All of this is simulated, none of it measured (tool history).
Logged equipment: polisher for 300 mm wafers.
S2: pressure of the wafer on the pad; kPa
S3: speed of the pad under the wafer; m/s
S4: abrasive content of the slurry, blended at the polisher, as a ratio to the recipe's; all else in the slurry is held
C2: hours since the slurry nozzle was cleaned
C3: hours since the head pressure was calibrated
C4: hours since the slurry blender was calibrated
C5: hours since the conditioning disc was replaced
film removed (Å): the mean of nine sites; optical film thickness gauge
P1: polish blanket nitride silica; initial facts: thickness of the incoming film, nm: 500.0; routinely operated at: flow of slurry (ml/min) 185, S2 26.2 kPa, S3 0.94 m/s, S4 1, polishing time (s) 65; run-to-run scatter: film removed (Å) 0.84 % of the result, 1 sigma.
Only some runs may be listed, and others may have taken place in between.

run 1 hour=11.8 | flow_of_slurry_(ml/min)=185 S2=26.2 S3=0.94 S4=1 polishing_time_(s)=65 | wafers_polished_on_this_pad=1111 C2=182.8 C3=514 C4=248.2 C5=305.1 | film_removed_(Å)=337.48
run 2 hour=25 | flow_of_slurry_(ml/min)=185 S2=26.2 S3=0.94 S4=1 polishing_time_(s)=32 | wafers_polished_on_this_pad=1201 C2=196 C3=527.2 C4=261.4 C5=318.3 | film_removed_(Å)=167.27
run 3 hour=36.5 | flow_of_slurry_(ml/min)=185 S2=26.2 S3=0.94 S4=1 polishing_time_(s)=65 | wafers_polished_on_this_pad=1281 C2=207.5 C3=538.7 C4=272.9 C5=329.8 | film_removed_(Å)=346.37
-- hour=38.2 conditioning disc replaced and pad reconditioned
run 4 hour=49.8 | flow_of_slurry_(ml/min)=185 S2=26.2 S3=0.42 S4=1 polishing_time_(s)=65 | wafers_polished_on_this_pad=1372 C2=220.8 C3=552 C4=286.2 C5=11.7 | film_removed_(Å)=180.01
run 5 hour=68.5 | flow_of_slurry_(ml/min)=185 S2=26.2 S3=1.42 S4=1 polishing_time_(s)=65 | wafers_polished_on_this_pad=1501 C2=239.5 C3=570.7 C4=304.9 C5=30.4 | film_removed_(Å)=470.48
-- hour=82.8 head pressure recalibrated
-- hour=85.1 slurry nozzle cleaned
run 6 hour=86.3 | flow_of_slurry_(ml/min)=185 S2=26.2 S3=0.94 S4=1 polishing_time_(s)=65 | wafers_polished_on_this_pad=1623 C2=1.3 C3=3.6 C4=322.7 C5=48.2 | film_removed_(Å)=339.88
run 7 hour=101.5 | flow_of_slurry_(ml/min)=185 S2=13.1 S3=0.94 S4=1 polishing_time_(s)=65 | wafers_polished_on_this_pad=1728 C2=16.5 C3=18.8 C4=337.9 C5=63.4 | film_removed_(Å)=170.46
run 8 hour=113.1 | flow_of_slurry_(ml/min)=185 S2=39.3 S3=0.94 S4=1 polishing_time_(s)=65 | wafers_polished_on_this_pad=1807 C2=28.1 C3=30.4 C4=349.5 C5=75 | film_removed_(Å)=515.27
run 9 hour=125.9 | flow_of_slurry_(ml/min)=185 S2=26.2 S3=0.94 S4=1 polishing_time_(s)=100 | wafers_polished_on_this_pad=1895 C2=40.9 C3=43.2 C4=362.3 C5=87.8 | film_removed_(Å)=527.56
run 10 hour=141.5 | flow_of_slurry_(ml/min)=185 S2=15.9 S3=0.94 S4=1 polishing_time_(s)=98 | wafers_polished_on_this_pad=2003 C2=56.5 C3=58.8 C4=377.9 C5=103.4 | film_removed_(Å)=312.45
run 11 hour=159.3 | flow_of_slurry_(ml/min)=185 S2=26.2 S3=0.94 S4=1.3 polishing_time_(s)=65 | wafers_polished_on_this_pad=2125 C2=74.3 C3=76.6 C4=395.7 C5=121.2 | film_removed_(Å)=383.02
run 12 hour=168.4 | flow_of_slurry_(ml/min)=110 S2=26.2 S3=0.94 S4=1 polishing_time_(s)=65 | wafers_polished_on_this_pad=2188 C2=83.4 C3=85.7 C4=404.8 C5=130.3 | film_removed_(Å)=309.71
run 13 hour=186.6 | flow_of_slurry_(ml/min)=185 S2=26.2 S3=0.94 S4=1 polishing_time_(s)=65 | wafers_polished_on_this_pad=2313 C2=101.6 C3=103.9 C4=423 C5=148.5 | film_removed_(Å)=347.86
run 14 hour=201.5 | flow_of_slurry_(ml/min)=185 S2=26.2 S3=0.94 S4=1 polishing_time_(s)=65 | wafers_polished_on_this_pad=2415 C2=116.5 C3=118.8 C4=437.9 C5=163.4 | film_removed_(Å)=340.31
run 15 hour=214.6 | flow_of_slurry_(ml/min)=185 S2=26.2 S3=0.94 S4=0.55 polishing_time_(s)=65 | wafers_polished_on_this_pad=2505 C2=129.6 C3=131.9 C4=451 C5=176.5 | film_removed_(Å)=247.01
run 16 hour=230.4 | flow_of_slurry_(ml/min)=290 S2=26.2 S3=0.94 S4=1 polishing_time_(s)=65 | wafers_polished_on_this_pad=2614 C2=145.4 C3=147.7 C4=466.8 C5=192.3 | film_removed_(Å)=356.36
run 17 hour=246.8 | flow_of_slurry_(ml/min)=185 S2=26.2 S3=0.94 S4=1 polishing_time_(s)=65 | wafers_polished_on_this_pad=2727 C2=161.8 C3=164.1 C4=483.2 C5=208.7 | film_removed_(Å)=340.15
run 18 hour=256.2 | flow_of_slurry_(ml/min)=185 S2=26.2 S3=0.94 S4=1 polishing_time_(s)=65 | wafers_polished_on_this_pad=2791 C2=171.2 C3=173.5 C4=492.6 C5=218.1 | film_removed_(Å)=334.62
run 19 hour=265 | flow_of_slurry_(ml/min)=185 S2=26.2 S3=0.94 S4=1 polishing_time_(s)=65 | wafers_polished_on_this_pad=2852 C2=180 C3=182.3 C4=501.4 C5=226.9 | film_removed_(Å)=330.7
run 20 hour=283.7 | flow_of_slurry_(ml/min)=185 S2=26.2 S3=0.94 S4=1 polishing_time_(s)=65 | wafers_polished_on_this_pad=2980 C2=198.7 C3=201 C4=520.1 C5=245.6 | film_removed_(Å)=318.04

What does the tool deliver on the next run?
run 21 hour=295.7 | flow_of_slurry_(ml/min)=185 S2=26.2 S3=0.94 S4=1 polishing_time_(s)=65 | wafers_polished_on_this_pad=3063 C2=210.7 C3=213 C4=532.1 C5=257.6 | film_removed_(Å)=?

film removed (Å): 317.28
